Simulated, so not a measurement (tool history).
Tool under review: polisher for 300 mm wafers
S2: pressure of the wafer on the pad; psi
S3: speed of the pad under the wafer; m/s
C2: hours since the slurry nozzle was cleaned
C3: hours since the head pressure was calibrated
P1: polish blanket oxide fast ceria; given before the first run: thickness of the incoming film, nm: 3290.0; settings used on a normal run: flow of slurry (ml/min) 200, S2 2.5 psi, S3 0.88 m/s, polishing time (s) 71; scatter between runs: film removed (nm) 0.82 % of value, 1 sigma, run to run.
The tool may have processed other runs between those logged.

run 1 day=0.383 | flow_of_slurry_(ml/min)=200 S2=2.5 S3=0.88 polishing_time_(s)=71 | wafers_polished_on_this_pad=549 C2=250 C3=258 | film_removed_(nm)=852.11
run 2 day=0.729 | flow_of_slurry_(ml/min)=200 S2=2.5 S3=0.88 polishing_time_(s)=71 | wafers_polished_on_this_pad=654 C2=258.3 C3=266.3 | film_removed_(nm)=862.83
run 3 day=1.112 | flow_of_slurry_(ml/min)=200 S2=1.1 S3=0.88 polishing_time_(s)=71 | wafers_polished_on_this_pad=771 C2=267.5 C3=275.5 | film_removed_(nm)=373.65
run 4 day=1.508 | flow_of_slurry_(ml/min)=200 S2=2.5 S3=0.88 polishing_time_(s)=45 | wafers_polished_on_this_pad=892 C2=277 C3=285 | film_removed_(nm)=549.49
run 5 day=1.754 | flow_of_slurry_(ml/min)=310 S2=2.5 S3=0.88 polishing_time_(s)=71 | wafers_polished_on_this_pad=968 C2=282.9 C3=290.9 | film_removed_(nm)=897.66
run 6 day=2.05 | flow_of_slurry_(ml/min)=200 S2=2.5 S3=0.88 polishing_time_(s)=112 | wafers_polished_on_this_pad=1058 C2=290 C3=298 | film_removed_(nm)=1352.3
run 7 day=2.325 | flow_of_slurry_(ml/min)=200 S2=2.5 S3=0.88 polishing_time_(s)=71 | wafers_polished_on_this_pad=1142 C2=296.6 C3=304.6 | film_removed_(nm)=856.65
run 8 day=2.679 | flow_of_slurry_(ml/min)=200 S2=2.5 S3=0.88 polishing_time_(s)=71 | wafers_polished_on_this_pad=1250 C2=305.1 C3=313.1 | film_removed_(nm)=865.68
run 9 day=2.979 | flow_of_slurry_(ml/min)=120 S2=2.5 S3=0.48 polishing_time_(s)=71 | wafers_polished_on_this_pad=1342 C2=312.3 C3=320.3 | film_removed_(nm)=421.64
run 10 day=3.238 | flow_of_slurry_(ml/min)=120 S2=2.5 S3=0.88 polishing_time_(s)=71 | wafers_polished_on_this_pad=1421 C2=318.5 C3=326.5 | film_removed_(nm)=784.76
run 11 day=3.462 | flow_of_slurry_(ml/min)=200 S2=2.5 S3=1.36 polishing_time_(s)=71 | wafers_polished_on_this_pad=1490 C2=323.9 C3=331.9 | film_removed_(nm)=1333.4
run 12 day=3.779 | flow_of_slurry_(ml/min)=200 S2=2.5 S3=0.88 polishing_time_(s)=71 | wafers_polished_on_this_pad=1587 C2=331.5 C3=339.5 | film_removed_(nm)=850.33
run 13 day=4.033 | flow_of_slurry_(ml/min)=200 S2=1.6 S3=0.88 polishing_time_(s)=106 | wafers_polished_on_this_pad=1664 C2=337.6 C3=345.6 | film_removed_(nm)=826.1
run 14 day=4.425 | flow_of_slurry_(ml/min)=200 S2=2.5 S3=0.44 polishing_time_(s)=71 | wafers_polished_on_this_pad=1784 C2=347 C3=355 | film_removed_(nm)=426.72
run 15 day=4.85 | flow_of_slurry_(ml/min)=200 S2=2.5 S3=0.88 polishing_time_(s)=71 | wafers_polished_on_this_pad=1914 C2=357.2 C3=365.2 | film_removed_(nm)=852.91
run 16 day=5.242 | flow_of_slurry_(ml/min)=200 S2=3.8 S3=0.88 polishing_time_(s)=71 | wafers_polished_on_this_pad=2034 C2=366.6 C3=374.6 | film_removed_(nm)=1302.3
run 17 day=5.5 | flow_of_slurry_(ml/min)=200 S2=2.5 S3=0.88 polishing_time_(s)=71 | wafers_polished_on_this_pad=2113 C2=372.8 C3=380.8 | film_removed_(nm)=848.75
run 18 day=5.812 | flow_of_slurry_(ml/min)=200 S2=2.5 S3=0.88 polishing_time_(s)=71 | wafers_polished_on_this_pad=2208 C2=380.3 C3=388.3 | film_removed_(nm)=855.71
run 19 day=6.096 | flow_of_slurry_(ml/min)=200 S2=2.5 S3=0.88 polishing_time_(s)=71 | wafers_polished_on_this_pad=2295 C2=387.1 C3=395.1 | film_removed_(nm)=843.23
run 20 day=6.475 | flow_of_slurry_(ml/min)=200 S2=2.5 S3=0.88 polishing_time_(s)=71 | wafers_polished_on_this_pad=2411 C2=396.2 C3=404.2 | film_removed_(nm)=830.92
run 21 day=6.821 | flow_of_slurry_(ml/min)=200 S2=2.5 S3=0.88 polishing_time_(s)=71 | wafers_polished_on_this_pad=2516 C2=404.5 C3=412.5 | film_removed_(nm)=812.04
run 22 day=7.154 | flow_of_slurry_(ml/min)=200 S2=2.5 S3=0.88 polishing_time_(s)=71 | wafers_polished_on_this_pad=2618 C2=412.5 C3=420.5 | film_removed_(nm)=810.18
-- day=7.271 head pressure recalibrated
run 23 day=7.546 | flow_of_slurry_(ml/min)=200 S2=2.5 S3=0.88 polishing_time_(s)=71 | wafers_polished_on_this_pad=2738 C2=421.9 C3=6.6 | film_removed_(nm)=801.02
run 24 day=7.758 | flow_of_slurry_(ml/min)=200 S2=2.5 S3=0.88 polishing_time_(s)=71 | wafers_polished_on_this_pad=2803 C2=427 C3=11.7 | film_removed_(nm)=796.33
run 25 day=8.012 | flow_of_slurry_(ml/min)=200 S2=2.5 S3=0.88 polishing_time_(s)=71 | wafers_polished_on_this_pad=2881 C2=433.1 C3=17.8 | film_removed_(nm)=803.1

What does the tool deliver on the next run?
run 26 day=8.346 | flow_of_slurry_(ml/min)=200 S2=2.5 S3=0.88 polishing_time_(s)=71 | wafers_polished_on_this_pad=2983 C2=441.1 C3=25.8 | film_removed_(nm)=?

Run 26 gave film removed (nm) 781.09.

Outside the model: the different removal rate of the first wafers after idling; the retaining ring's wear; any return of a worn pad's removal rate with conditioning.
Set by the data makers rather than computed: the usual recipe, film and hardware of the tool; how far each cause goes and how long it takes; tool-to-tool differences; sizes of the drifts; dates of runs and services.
